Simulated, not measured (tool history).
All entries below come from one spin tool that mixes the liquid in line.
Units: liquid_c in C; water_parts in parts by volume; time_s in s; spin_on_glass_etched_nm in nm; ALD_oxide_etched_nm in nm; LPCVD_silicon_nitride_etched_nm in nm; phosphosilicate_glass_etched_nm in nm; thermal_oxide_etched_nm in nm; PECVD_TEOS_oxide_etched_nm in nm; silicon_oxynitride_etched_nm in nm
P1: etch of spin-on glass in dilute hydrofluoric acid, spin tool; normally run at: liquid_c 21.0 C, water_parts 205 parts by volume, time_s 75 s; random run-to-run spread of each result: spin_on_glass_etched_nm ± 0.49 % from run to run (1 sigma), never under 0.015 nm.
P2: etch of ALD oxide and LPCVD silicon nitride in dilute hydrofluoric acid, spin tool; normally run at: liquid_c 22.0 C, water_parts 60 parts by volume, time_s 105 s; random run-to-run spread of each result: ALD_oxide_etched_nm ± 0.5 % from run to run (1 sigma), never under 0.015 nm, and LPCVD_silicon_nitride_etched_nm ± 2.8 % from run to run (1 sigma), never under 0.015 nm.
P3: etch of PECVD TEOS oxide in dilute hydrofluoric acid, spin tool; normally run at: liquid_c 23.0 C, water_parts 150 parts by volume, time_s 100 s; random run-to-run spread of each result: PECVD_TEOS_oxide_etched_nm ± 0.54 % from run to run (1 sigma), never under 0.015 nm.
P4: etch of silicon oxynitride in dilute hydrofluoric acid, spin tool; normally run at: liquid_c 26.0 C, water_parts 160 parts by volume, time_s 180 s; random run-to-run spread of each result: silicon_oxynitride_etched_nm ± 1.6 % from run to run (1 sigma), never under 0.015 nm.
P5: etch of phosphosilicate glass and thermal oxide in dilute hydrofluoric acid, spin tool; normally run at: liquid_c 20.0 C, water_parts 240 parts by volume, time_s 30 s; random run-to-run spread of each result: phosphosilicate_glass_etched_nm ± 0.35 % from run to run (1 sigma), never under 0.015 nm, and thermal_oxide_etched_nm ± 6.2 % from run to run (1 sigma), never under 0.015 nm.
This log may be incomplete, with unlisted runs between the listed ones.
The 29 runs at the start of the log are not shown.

run     day  process  liquid_c  water_parts  time_s  hours since the thermometer was replaced  hours since the hydrofluoric acid flow meter was replaced  spin_on_glass_etched_nm  ALD_oxide_etched_nm  LPCVD_silicon_nitride_etched_nm  phosphosilicate_glass_etched_nm  thermal_oxide_etched_nm  PECVD_TEOS_oxide_etched_nm  silicon_oxynitride_etched_nm
 30   8.388       P5      20.0          395      30                                     312.7                                                      603.2                                                                                                          6.5457                  0.22679
 31   8.746       P3      23.0          260     100                                     321.3                                                      611.8                                                                                                                                                               3.3521
 32   8.979       P1      17.0          205      75                                     326.9                                                      617.4                   5.4270
 33   9.362       P1      21.0          350      75                                     336.1                                                      626.6                   3.2310
 34   9.679       P1      21.0          205      75                                     343.7                                                      634.2                   6.3150
 35   9.988       P1      21.0          205      75                                     351.1                                                      641.6                   6.1166
 36  10.283       P1      21.0          205      75                                     358.2                                                      648.7                   5.9584
 37  10.629       P1      21.0          205      75                                     366.5                                                      657.0                   5.9387

Run 38 has not been measured yet. What should we expect?
 38  10.988       P1      21.0          205      75                                     375.1                                                      665.6                        ?

spin_on_glass_etched_nm: 5.8696 nm
